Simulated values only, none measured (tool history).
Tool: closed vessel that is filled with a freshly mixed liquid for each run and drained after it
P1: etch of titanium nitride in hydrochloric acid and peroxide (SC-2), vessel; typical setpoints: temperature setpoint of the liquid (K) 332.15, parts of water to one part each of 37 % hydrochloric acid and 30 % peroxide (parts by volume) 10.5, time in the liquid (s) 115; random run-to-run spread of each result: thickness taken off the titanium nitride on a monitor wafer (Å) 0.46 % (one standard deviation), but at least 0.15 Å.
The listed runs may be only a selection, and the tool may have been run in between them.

run	hour	temperature setpoint of the liquid (K)	parts of water to one part each of 37 % hydrochloric acid and 30 % peroxide (parts by volume)	time in the liquid (s)	hours since the thermometer was replaced	hours since the chemicals flow meter was replaced	hours since the drum of peroxide was connected	thickness taken off the titanium nitride on a monitor wafer (Å)
1	10.3	332.15	10.5	115	247.9	1443.3	651.9	47.9950
2	18.9	317.65	10.5	115	256.5	1451.9	660.5	18.2980
3	25.9	332.15	10.5	115	263.5	1458.9	667.5	48.1860
4	33.3	332.15	10.5	115	270.9	1466.3	674.9	48.1260
5	41.2	332.15	10.5	115	278.8	1474.2	682.8	48.0130
6	46.6	332.15	10.5	115	284.2	1479.6	688.2	48.1150
7	55.2	332.15	4.0	115	292.8	1488.2	696.8	99.9740
8	60.3	345.15	10.5	115	297.9	1493.3	701.9	105.4700
9	71.3	322.65	10.5	30	308.9	1504.3	712.9	6.8568
10	80.2	332.15	10.5	115	317.8	1513.2	721.8	48.0110
11	89.3	332.15	10.5	30	326.9	1522.3	730.9	12.5790
12	99.7	332.15	10.5	215	337.3	1532.7	741.3	89.3390

Forecast run 13:
13	108.7	332.15	15.0	115	346.3	1541.7	750.3	?

{"run 13": {"thickness taken off the titanium nitride on a monitor wafer (Å)": 35.497}}
